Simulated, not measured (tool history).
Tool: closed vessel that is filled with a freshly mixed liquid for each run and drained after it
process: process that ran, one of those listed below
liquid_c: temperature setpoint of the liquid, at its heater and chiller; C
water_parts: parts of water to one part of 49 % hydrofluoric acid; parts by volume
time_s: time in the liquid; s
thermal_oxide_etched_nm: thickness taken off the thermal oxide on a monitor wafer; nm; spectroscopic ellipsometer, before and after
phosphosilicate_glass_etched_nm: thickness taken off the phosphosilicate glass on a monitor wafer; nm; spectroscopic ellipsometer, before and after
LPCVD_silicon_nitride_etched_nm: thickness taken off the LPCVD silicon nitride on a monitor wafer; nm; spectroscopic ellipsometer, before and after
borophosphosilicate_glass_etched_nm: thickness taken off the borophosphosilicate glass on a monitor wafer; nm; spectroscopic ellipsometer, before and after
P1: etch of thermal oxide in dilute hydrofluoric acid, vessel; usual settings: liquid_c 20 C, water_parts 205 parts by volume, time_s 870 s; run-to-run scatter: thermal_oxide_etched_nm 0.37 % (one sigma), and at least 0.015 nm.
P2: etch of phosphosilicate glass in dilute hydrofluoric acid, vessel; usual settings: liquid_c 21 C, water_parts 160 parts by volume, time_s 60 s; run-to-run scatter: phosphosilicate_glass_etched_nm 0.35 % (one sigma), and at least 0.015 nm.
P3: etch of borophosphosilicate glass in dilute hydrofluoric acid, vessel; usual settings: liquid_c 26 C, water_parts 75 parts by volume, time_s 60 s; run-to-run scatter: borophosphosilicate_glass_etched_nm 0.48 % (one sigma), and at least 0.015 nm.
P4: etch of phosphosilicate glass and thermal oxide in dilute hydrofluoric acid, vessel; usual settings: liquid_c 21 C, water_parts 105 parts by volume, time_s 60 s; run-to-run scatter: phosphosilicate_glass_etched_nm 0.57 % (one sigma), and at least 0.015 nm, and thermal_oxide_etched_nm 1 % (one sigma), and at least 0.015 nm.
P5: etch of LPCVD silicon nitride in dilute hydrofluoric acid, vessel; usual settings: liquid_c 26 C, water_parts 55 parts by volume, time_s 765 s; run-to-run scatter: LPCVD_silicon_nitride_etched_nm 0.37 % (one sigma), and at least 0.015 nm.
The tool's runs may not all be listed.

run   hour  process  liquid_c  water_parts  time_s  hours since the thermometer was replaced  hours since the hydrofluoric acid flow meter was replaced  thermal_oxide_etched_nm  phosphosilicate_glass_etched_nm  LPCVD_silicon_nitride_etched_nm  borophosphosilicate_glass_etched_nm
  1    7.8       P1        20          205     870                                     219.5                                                      176.3                   15.295
  2   13.9       P2        21          160      60                                     225.6                                                      182.4                                                    37.447
  3   20.9       P1        20          105     870                                     232.6                                                      189.4                   32.876
  4   29.5       P1        20          205     870                                     241.2                                                        198                   15.253
  5   36.2       P1        17          205     870                                     247.9                                                      204.7                   13.515
  6   45.1       P5      21.5           55     765                                     256.8                                                      213.6                                                                                     5.2507
  7   50.2       P3        26           75     110                                     261.9                                                      218.7                                                                                                                          80.675
  8   54.7       P1        28          205     870                                     266.4                                                      223.2                   20.516
  9   63.3       P5        26           55     765                                       275                                                      231.8                                                                                     7.1447
 10   69.2       P1      23.5          205    1660                                     280.9                                                      237.7                   33.291
 11   77.5       P1        20          205     870                                     289.2                                                        246                   15.246
 12   83.7       P4        21          165      60                                     295.4                                                      252.2                   1.4403                           34.666
 13   90.6       P2        21          160      60                                     302.3                                                      259.1                                                    37.449
 14   97.1       P5        26           55    1380                                     308.8                                                      265.6                                                                                     12.876
 15  103.1       P1        20          205    1410                                     314.8                                                      271.6                   24.773
 16  108.3       P1        20          205     870                                       320                                                      276.8                    15.19
 17  116.8       P4      26.5          105      60                                     328.5                                                      285.3                   3.0326                           71.286
 18  125.9       P3        26           75      60                                     337.6                                                      294.4                                                                                                                          44.404
 19  131.9       P1        20          205     870                                     343.6                                                      300.4                    15.29
 20  136.9       P3        19           75      60                                     348.6                                                      305.4                                                                                                                           33.39
 21  141.2       P4        21          105      30                                     352.9                                                      309.7                   1.2279                           29.061
 22  145.3       P1        20          205     415                                       357                                                      313.8                   7.2424
 23    150       P1        20          205     870                                     361.7                                                      318.5                   15.258
 24  157.9       P5        26           85     765                                     369.6                                                      326.4                                                                                      4.643
 25  163.3       P5        26           55     765                                       375                                                      331.8                                                                                     7.1257
 26  171.1       P1        20          280     245                                     382.8                                                      339.6                   2.9141
 27  178.1       P3        26          115      60                                     389.8                                                      346.6                                                                                                                          27.442
 28  186.4       P1        20          205     870                                     398.1                                                      354.9                   15.206
     190.8  -- thermometer replaced
 29  193.8       P2        17          160      60                                         3                                                      362.3                                                    31.739
 30  201.7       P3        26           75      60                                      10.9                                                      370.2                                                                                                                          44.087
 31  206.6       P2        21          220      60                                      15.8                                                      375.1                                                    25.529
 32  215.3       P1      24.5          320     870                                      24.5                                                      383.8                   10.267
 33  223.2       P1        20          335     870                                      32.4                                                      391.7                   8.2749
 34  231.3       P2        21          160      95                                      40.5                                                      399.8                                                    58.892
 35  237.6       P4        21          105      60                                      46.8                                                      406.1                   2.3906                            58.09
 36  246.5       P1        20          205     870                                      55.7                                                        415                   15.163
 37  253.8       P1        20          205     870                                        63                                                      422.3                    15.85
 38  262.7       P1        20          205     870                                      71.9                                                      431.2                   16.181
 39  269.1       P1        20          205     870                                      78.3                                                      437.6                   16.291
 40  278.1       P1        20          205     870                                      87.3                                                      446.6                   16.437
 41  286.1       P1        20          205     870                                      95.3                                                      454.6                   16.456
 42  290.3       P1        20          205     870                                      99.5                                                      458.8                   16.513
 43  297.9       P1        20          205     870                                     107.1                                                      466.4                   16.576

What P1 gives has crept away from where it was. These 2 causes fit the log equally well, each at the size given:
A: hydrofluoric acid flow above the setpoint (%) = 7.11
B: liquid hotter than its thermometer reads (K) = 2.16
The creep began at about hour 246.5.

4 check runs are offered, one wafer each, their results left as question marks. Which one tells the causes apart?
check 1  305.5       P3        26           75      60                                                                                                                                                                                                                                    ?
check 2  305.5       P5        26           55     765                                                                                                                                                                                               ?
check 3  305.5       P4        21          105      60                                                                                                                             ?                                ?
check 4  305.5       P2        21          160      60                                                                                                                                                              ?

What each check would give under each cause:
  check                               result    if A    if B
check 1  borophosphosilicate_glass_etched_nm  47.966  48.424
check 2      LPCVD_silicon_nitride_etched_nm   7.622  8.2112
check 3              thermal_oxide_etched_nm  2.6154  2.6421
check 3      phosphosilicate_glass_etched_nm  62.334  62.969
check 4      phosphosilicate_glass_etched_nm  40.376  40.527
How far apart the two closest causes lie, in the result that separates them most: check 1 0.95 %; check 2 7.45 %; check 3 1.01 %; check 4 0.37 %
Only check 2 tells the causes apart: in the others they would give nearly the same result.

Then check 2 was run and gave: LPCVD_silicon_nitride_etched_nm 8.1962 nm. Which cause is it?

It is B: liquid hotter than its thermometer reads (K).
